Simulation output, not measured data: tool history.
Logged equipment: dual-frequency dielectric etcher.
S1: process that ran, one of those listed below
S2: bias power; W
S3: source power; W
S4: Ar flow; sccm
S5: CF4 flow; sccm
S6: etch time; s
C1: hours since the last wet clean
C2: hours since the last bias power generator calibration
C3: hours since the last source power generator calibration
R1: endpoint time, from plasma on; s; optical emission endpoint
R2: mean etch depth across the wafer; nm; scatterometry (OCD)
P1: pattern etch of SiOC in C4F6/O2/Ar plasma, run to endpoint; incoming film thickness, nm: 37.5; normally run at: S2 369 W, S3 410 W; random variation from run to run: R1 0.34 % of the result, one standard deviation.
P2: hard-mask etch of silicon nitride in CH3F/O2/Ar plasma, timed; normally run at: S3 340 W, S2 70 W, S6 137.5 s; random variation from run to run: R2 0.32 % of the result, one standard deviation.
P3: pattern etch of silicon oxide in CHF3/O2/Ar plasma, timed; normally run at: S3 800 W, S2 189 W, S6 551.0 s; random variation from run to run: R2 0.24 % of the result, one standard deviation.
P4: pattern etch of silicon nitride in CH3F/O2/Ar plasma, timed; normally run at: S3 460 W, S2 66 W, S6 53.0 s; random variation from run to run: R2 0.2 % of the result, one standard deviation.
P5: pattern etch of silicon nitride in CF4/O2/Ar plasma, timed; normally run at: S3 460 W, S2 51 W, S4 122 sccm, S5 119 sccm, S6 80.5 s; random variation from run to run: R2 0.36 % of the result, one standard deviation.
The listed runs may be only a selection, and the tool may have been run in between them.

run    day  S1   S2    S3   S4   S5     S6     C1     C2      C3      R1        R2
  1  0.246  P1  369   410                   122.1  396.7   823.9  14.016
  2  0.483  P1  369   410                   127.8  402.4   829.6  14.013
  3  0.712  P5   51   460  122  119   80.5  133.3  407.9   835.1           142.120
  4  0.900  P4   66   340             53.0  137.8  412.4   839.6            32.922
  5  1.075  P5   67   460  122  119   80.5  142.0  416.6   843.8           157.620
  6  1.338  P1  369   410                   148.3  422.9   850.1  14.143
  7  1.633  P1  369   410                   155.4  430.0   857.2  14.116
  8  1.879  P1  234   410                   161.3  435.9   863.1  16.487
  9  2.112  P5   51   630  122  119   80.5  166.9  441.5   868.7           187.160
 10  2.271  P4   66   460             53.0  170.7  445.3   872.5            36.960
 11  2.438  P3  189   800            551.0  174.7  449.3   876.5          1233.600
 12  2.683  P4   66   460             29.0  180.6  455.2   882.4            20.178
 13  3.000  P2   70   340            137.5  188.2  462.8   890.0            90.388
 14  3.217  P1  369   410                   193.4  468.0   895.2  14.063
 15  3.446  P2   70   340             78.5  198.9  473.5   900.7            51.993
 16  3.721  P1  502   410                   205.5  480.1   907.3  12.515
 17  4.042  P3  238   800            551.0  213.2  487.8   915.0          1328.000
 18  4.204  P1  369   320                   217.1  491.7   918.9  15.440
 19  4.417  P5   51   460  122  119  108.5  222.2  496.8   924.0           190.210
 20  4.629  P5   51   460   81  119   80.5  227.3  501.9   929.1           149.530
 21  4.962  P2   94   340            137.5  235.3  509.9   937.1           100.990
 22  5.162  P2   70   410            137.5  240.1  514.7   941.9            97.809
 23  5.475  P1  369   410                   247.6  522.2   949.4  14.108
 24  5.642  P3  189   800            711.5  251.6  526.2   953.4          1588.700
 25  5.883  P1  369   540                   257.4  532.0   959.2  12.676
 26  6.083  P2   70   340            137.5  262.2  536.8   964.0            91.236
 27  6.396  P5   51   460  122  146   80.5  269.7  544.3   971.5           146.180
 28  6.750  P4   91   460             53.0  278.2  552.8   980.0            41.072
 29  6.996  P3  189  1080            551.0  284.1  558.7   985.9          1387.200
 30  7.250  P1  458   340                   290.2  564.8   992.0  13.963
 31  7.575  P1  369   410                   298.0  572.6   999.8  14.037
 32  7.858  P1  369   410                   304.8  579.4  1006.6  14.172

Estimate the outcome of run 33 from the log above:
 33  8.062  P1  369  410              309.7  584.3  1011.5   ?

Logged for run 33: R1 14.167 s.
